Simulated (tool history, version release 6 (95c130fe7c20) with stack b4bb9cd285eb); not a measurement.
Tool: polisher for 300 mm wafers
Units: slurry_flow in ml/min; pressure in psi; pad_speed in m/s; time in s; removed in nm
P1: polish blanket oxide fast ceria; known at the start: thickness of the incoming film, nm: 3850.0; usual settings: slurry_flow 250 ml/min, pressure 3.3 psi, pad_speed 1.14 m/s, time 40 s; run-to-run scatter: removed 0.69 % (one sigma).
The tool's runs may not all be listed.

run,hour,slurry_flow,pressure,pad_speed,time,removed
1,12.9,250,3.3,1.14,40,912.21
2,22.7,250,3.3,1.14,40,901.57
3,37.1,250,3.3,1.14,40,918.53
4,48.1,250,3.3,1.14,40,904.32
5,60.3,150,3.3,1.14,51,1075.10
6,74.6,150,3.3,1.14,40,850.05
7,82.3,250,3.3,1.14,60,1349.40
8,90.7,370,3.3,1.14,40,950.85
9,103.0,250,5.2,1.14,40,1424.30
10,115.7,250,3.3,0.76,40,608.56
11,128.5,250,1.8,1.14,40,497.04
12,136.9,250,3.3,1.14,40,910.94
13,146.6,250,3.3,1.14,18,405.38

The next listed run, before its measurement:
14,161.0,250,3.3,1.42,56,?

{"run 14": {"removed": 1578.1}}
